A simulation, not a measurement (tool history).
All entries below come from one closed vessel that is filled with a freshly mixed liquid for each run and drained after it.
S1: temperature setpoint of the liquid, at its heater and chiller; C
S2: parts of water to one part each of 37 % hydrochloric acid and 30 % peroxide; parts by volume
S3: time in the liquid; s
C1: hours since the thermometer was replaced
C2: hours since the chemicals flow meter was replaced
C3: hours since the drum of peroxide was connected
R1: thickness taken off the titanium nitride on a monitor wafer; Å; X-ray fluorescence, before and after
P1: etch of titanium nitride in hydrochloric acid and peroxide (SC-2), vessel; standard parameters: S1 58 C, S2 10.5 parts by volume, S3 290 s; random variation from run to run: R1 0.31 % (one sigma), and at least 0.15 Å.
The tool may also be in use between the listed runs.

run,day,S1,S2,S3,C1,C2,C3,R1
1,0.088,58,10.5,290,95.2,367,401.7,148.15
2,0.25,58,18,290,99.1,370.9,405.6,93.104
3,0.392,58,10.5,70,102.5,374.3,409,36.189
4,0.483,70,10.5,290,104.7,376.5,411.2,309.07
5,0.608,42,10.5,290,107.7,379.5,414.2,51.649
# day 0.638: chemicals flow meter replaced
6,0.712,58,10.5,550,110.2,1.9,416.7,283.08
7,0.9,58,10.5,290,114.7,6.4,421.2,148.69
8,1.017,49.5,10.5,565,117.5,9.2,424,166.01
9,1.138,58,10.5,290,120.4,12.1,426.9,148.61
10,1.292,58,10.5,290,124.1,15.8,430.6,148.92

Forecast run 11:
11,1.458,58,4,290,128.1,19.8,434.6,?

{"run 11": {"R1": 310.21}}
